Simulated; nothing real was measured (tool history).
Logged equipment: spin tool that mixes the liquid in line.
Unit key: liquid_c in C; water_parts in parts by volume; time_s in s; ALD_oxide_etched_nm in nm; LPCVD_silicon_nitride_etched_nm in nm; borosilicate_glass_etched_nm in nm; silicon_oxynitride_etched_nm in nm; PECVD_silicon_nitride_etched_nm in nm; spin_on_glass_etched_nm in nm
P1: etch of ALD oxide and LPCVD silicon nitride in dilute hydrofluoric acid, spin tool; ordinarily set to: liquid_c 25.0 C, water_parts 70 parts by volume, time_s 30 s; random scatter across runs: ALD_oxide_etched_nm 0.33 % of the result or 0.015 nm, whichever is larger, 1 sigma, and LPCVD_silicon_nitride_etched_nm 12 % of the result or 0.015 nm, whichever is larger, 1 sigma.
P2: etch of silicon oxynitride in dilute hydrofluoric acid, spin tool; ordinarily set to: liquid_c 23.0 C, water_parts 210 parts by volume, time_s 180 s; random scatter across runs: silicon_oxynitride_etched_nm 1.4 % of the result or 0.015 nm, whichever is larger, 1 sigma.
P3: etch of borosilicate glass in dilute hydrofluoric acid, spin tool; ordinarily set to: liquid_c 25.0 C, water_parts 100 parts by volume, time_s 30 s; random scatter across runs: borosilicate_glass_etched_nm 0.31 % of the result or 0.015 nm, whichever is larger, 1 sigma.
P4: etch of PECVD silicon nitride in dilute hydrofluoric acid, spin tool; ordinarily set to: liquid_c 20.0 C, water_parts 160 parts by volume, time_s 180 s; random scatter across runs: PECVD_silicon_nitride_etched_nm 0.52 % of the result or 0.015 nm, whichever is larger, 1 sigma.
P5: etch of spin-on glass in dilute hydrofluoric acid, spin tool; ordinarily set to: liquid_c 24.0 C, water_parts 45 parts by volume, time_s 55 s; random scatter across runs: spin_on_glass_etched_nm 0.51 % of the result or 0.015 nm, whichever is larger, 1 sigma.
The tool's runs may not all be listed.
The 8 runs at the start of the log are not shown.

run,day,process,liquid_c,water_parts,time_s,hours since the thermometer was replaced,hours since the hydrofluoric acid flow meter was replaced,ALD_oxide_etched_nm,LPCVD_silicon_nitride_etched_nm,borosilicate_glass_etched_nm,silicon_oxynitride_etched_nm,PECVD_silicon_nitride_etched_nm,spin_on_glass_etched_nm
9,1.688,P5,19.0,45,55,438.6,566.4,,,,,,43.310
10,1.875,P1,25.0,70,15,443.1,570.9,4.3313,0.078216,,,,
11,2.138,P1,25.0,70,30,449.4,577.2,8.6829,0.180080,,,,
12,2.375,P1,25.0,70,50,455.1,582.9,14.4380,0.373020,,,,
13,2.625,P2,18.0,210,180,461.1,588.9,,,,1.4629,,
14,2.817,P1,25.0,70,30,465.7,593.5,8.7099,0.197750,,,,
15,2.992,P2,23.0,210,180,469.9,597.7,,,,1.7535,,
16,3.296,P3,25.0,100,30,477.2,605.0,,,9.3034,,,
17,3.504,P1,30.5,70,15,482.2,610.0,5.3882,0.166800,,,,
18,3.783,P4,20.0,160,15,488.9,616.7,,,,,0.40825,
19,3.921,P4,20.0,160,180,492.2,620.0,,,,,4.87650,
20,4.175,P5,24.0,70,55,498.3,626.1,,,,,,33.377
21,4.379,P1,25.0,40,30,503.2,631.0,15.7900,0.453620,,,,
22,4.583,P1,25.0,70,30,508.1,635.9,8.6498,0.197690,,,,
23,4.875,P4,17.0,160,180,515.1,642.9,,,,,3.93460,
24,5.167,P5,24.0,45,15,522.1,649.9,,,,,,14.584

For run 25, what comes out?
25,5.471,P3,25.0,100,15,529.4,657.2,,,?,,,

{"run 25": {"borosilicate_glass_etched_nm": 4.6654}}

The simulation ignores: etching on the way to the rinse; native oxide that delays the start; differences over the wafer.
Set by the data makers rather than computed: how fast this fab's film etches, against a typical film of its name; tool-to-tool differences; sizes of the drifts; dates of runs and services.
